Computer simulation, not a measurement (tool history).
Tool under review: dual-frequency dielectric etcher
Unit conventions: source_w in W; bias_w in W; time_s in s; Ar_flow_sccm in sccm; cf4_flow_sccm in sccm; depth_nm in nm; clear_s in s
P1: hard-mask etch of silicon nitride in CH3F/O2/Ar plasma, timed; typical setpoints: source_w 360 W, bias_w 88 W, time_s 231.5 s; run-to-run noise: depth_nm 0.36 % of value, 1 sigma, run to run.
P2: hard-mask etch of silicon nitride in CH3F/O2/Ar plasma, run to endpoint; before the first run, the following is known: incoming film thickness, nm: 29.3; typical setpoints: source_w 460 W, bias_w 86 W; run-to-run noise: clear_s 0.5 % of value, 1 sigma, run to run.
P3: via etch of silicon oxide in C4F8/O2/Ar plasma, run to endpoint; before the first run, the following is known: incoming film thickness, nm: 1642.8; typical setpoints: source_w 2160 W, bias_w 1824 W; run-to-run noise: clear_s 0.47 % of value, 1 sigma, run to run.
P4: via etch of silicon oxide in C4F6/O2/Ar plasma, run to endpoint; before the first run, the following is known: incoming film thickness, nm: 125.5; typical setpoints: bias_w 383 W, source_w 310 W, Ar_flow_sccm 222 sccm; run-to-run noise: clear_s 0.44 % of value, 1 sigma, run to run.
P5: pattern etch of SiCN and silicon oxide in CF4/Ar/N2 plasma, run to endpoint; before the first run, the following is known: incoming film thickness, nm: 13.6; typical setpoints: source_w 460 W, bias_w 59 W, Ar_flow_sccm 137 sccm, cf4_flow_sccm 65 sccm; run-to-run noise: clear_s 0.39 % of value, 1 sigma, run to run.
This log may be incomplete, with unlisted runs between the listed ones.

run   hour  process  source_w  bias_w  time_s  Ar_flow_sccm  cf4_flow_sccm  depth_nm  clear_s
  1    3.0       P1       360      88   231.5                                163.820
  2    6.8       P5       460      73                   137             65             17.160
  3   10.0       P1       360      88   176.0                                124.080
  4   14.1       P4       310     383                   300                            34.514
  5   16.3       P3      2160    1824                                                 328.390
  6   19.6       P4       230     383                   222                            37.138
  7   22.4       P1       460      88   231.5                                179.300
  8   26.7       P2       460      86                                                  37.799
      27.6  -- bias power generator calibrated
  9   31.0       P1       360      88   231.5                                163.740
 10   35.1       P1       360      88   333.0                                236.090
 11   38.8       P5       460      59                    88             65             17.045
 12   42.9       P1       360      88   231.5                                162.810
 13   44.8       P5       620      59                   137             65             14.067
 14   48.5       P5       460      59                   137             65             18.427
 15   51.0       P1       430     116   231.5                                192.100
 16   53.5       P1       360      63   231.5                                144.780
 17   57.3       P1       360      88   231.5                                163.630
 18   61.5       P1       360      88   231.5                                164.640
 19   65.6       P1       230      88   231.5                                137.790
 20   69.7       P2       460      66                                                  40.870
 21   72.6       P4       310     227                   222                            40.096
 22   75.1       P2       460      86                                                  37.365
 23   77.7       P1       250      88   133.5                                 82.713
 24   81.2       P5       460      59                   137             46             19.475
 25   85.3       P1       360     107   231.5                                175.410
 26   89.0       P3      2160    2544                                                 299.490
 27   92.1       P3      2160    1824                                                 327.090
 28   95.2       P2       320      86                                                  43.196
 29   99.3       P1       360      88   231.5                                163.360
 30  103.6       P1       360      88   231.5                                163.120
 31  105.9       P3      1340    1824                                                 399.060
 32  108.1       P4       310     383                   222                            33.532
 33  110.8       P1       360      88   231.5                                163.860
 34  113.9       P1       360      88   231.5                                162.410
 35  118.1       P1       360      88   231.5                                161.610
 36  121.9       P1       360      88   231.5                                161.290
 37  126.2       P1       360      88   231.5                                161.260
 38  129.2       P1       360      88   231.5                                160.370
     129.8  -- wet clean of the chamber
 39  133.2       P1       360      88   231.5                                159.610
 40  137.5       P1       360      88   231.5                                160.020
 41  140.3       P1       360      88   231.5                                161.240
 42  143.3       P1       360      88   231.5                                159.930
 43  146.2       P1       360      88   231.5                                159.860

Predict the results of run 44:
 44  148.8       P1       360      88   231.5                                      ?

Run 44 produced depth_nm 159.800 nm.

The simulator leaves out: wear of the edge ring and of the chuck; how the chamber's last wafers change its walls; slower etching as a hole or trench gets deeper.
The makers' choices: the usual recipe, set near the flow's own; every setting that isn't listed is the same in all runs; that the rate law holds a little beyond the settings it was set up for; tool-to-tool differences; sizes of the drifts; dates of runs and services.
